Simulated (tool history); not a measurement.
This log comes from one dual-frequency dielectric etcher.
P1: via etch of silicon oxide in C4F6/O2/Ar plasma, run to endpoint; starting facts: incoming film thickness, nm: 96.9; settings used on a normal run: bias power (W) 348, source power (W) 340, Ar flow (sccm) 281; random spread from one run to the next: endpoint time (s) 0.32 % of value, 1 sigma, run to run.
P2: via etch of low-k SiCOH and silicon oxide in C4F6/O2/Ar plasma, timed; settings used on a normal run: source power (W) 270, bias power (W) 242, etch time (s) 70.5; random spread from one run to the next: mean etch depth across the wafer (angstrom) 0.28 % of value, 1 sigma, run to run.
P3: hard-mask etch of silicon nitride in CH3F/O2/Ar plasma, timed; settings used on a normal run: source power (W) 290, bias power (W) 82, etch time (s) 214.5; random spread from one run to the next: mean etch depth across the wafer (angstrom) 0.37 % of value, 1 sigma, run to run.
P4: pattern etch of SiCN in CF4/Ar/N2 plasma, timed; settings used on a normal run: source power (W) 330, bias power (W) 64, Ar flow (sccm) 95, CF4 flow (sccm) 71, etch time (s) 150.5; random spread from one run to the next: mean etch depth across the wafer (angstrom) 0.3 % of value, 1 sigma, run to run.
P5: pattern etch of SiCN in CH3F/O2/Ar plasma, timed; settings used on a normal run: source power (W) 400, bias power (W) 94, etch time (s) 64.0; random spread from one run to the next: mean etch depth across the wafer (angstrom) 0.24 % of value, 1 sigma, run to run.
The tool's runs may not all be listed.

run	hour	process that ran	bias power (W)	source power (W)	Ar flow (sccm)	etch time (s)	CF4 flow (sccm)	hours since the last wet clean	hours since the last bias power generator calibration	hours since the last source power generator calibration	hours since the last Ar flow controller change	endpoint time (s)	mean etch depth across the wafer (angstrom)
1	4.6	P1	348	340	281			169.1	504.4	624.1	640.9	26.421	
2	7.2	P1	348	450	281			171.7	507.0	626.7	643.5	23.769	
3	10.0	P2	191	270		70.5		174.5	509.8	629.5	646.3		1580.50
4	12.9	P4	64	330	95	219.5	71	177.4	512.7	632.4	649.2		1412.20
5	16.7	P1	348	340	281			181.2	516.5	636.2	653.0	26.364	
6	20.7	P1	348	340	281			185.2	520.5	640.2	657.0	26.318	
# hour 24.9: source power generator calibrated
7	26.2	P4	64	330	114	150.5	71	190.7	526.0	1.3	662.5		941.88
8	32.2	P5	94	400		64.0		196.7	532.0	7.3	668.5		266.96
9	38.2	P2	242	170		70.5		202.7	538.0	13.3	674.5		1435.90
10	44.2	P1	348	340	281			208.7	544.0	19.3	680.5	26.395	
11	49.7	P3	112	290		214.5		214.2	549.5	24.8	686.0		1565.80
12	54.3	P1	348	340	281			218.8	554.1	29.4	690.6	26.575	
13	60.4	P3	82	370		214.5		224.9	560.2	35.5	696.7		1521.50
14	65.6	P3	82	290		214.5		230.1	565.4	40.7	701.9		1390.70
15	70.1	P1	419	340	193			234.6	569.9	45.2	706.4	23.816	
16	74.4	P5	94	400		92.5		238.9	574.2	49.5	710.7		386.57
17	77.8	P2	242	270		70.5		242.3	577.6	52.9	714.1		1705.00
18	82.4	P2	242	270		70.5		246.9	582.2	57.5	718.7		1714.80
19	85.7	P1	348	250	281			250.2	585.5	60.8	722.0	29.538	
20	91.8	P4	64	330	95	150.5	71	256.3	591.6	66.9	728.1		965.82
21	97.8	P5	118	400		64.0		262.3	597.6	72.9	734.1		291.66
22	103.1	P4	64	330	95	150.5	71	267.6	602.9	78.2	739.4		964.10
23	109.1	P1	348	340	281			273.6	608.9	84.2	745.4	26.423	
24	112.5	P4	64	330	95	150.5	91	277.0	612.3	87.6	748.8		1004.40
25	115.2	P3	82	290		166.0		279.7	615.0	90.3	751.5		1076.40
26	120.8	P5	94	400		64.0		285.3	620.6	95.9	757.1		267.55
27	125.2	P2	242	270		90.5		289.7	625.0	100.3	761.5		2192.40
28	129.6	P1	245	340	281			294.1	629.4	104.7	765.9	29.821	
29	134.7	P4	64	210	95	150.5	71	299.2	634.5	109.8	771.0		646.29
30	139.8	P3	82	290		214.5		304.3	639.6	114.9	776.1		1396.00
31	145.2	P5	94	250		64.0		309.7	645.0	120.3	781.5		225.52
32	149.5	P4	45	330	95	150.5	71	314.0	649.3	124.6	785.8		859.93
33	152.5	P1	415	340	281			317.0	652.3	127.6	788.8	25.028	
34	158.0	P1	348	340	362			322.5	657.8	133.1	794.3	27.144	
35	163.7	P1	348	340	218			328.2	663.5	138.8	800.0	25.869	
36	168.0	P1	348	340	281			332.5	667.8	143.1	804.3	26.407	
37	170.9	P1	348	340	281			335.4	670.7	146.0	807.2	26.401	

What does the tool deliver on the next run?
38	174.1	P1	348	340	281			338.6	673.9	149.2	810.4	?	

{"run 38": {"endpoint time (s)": 26.062}}
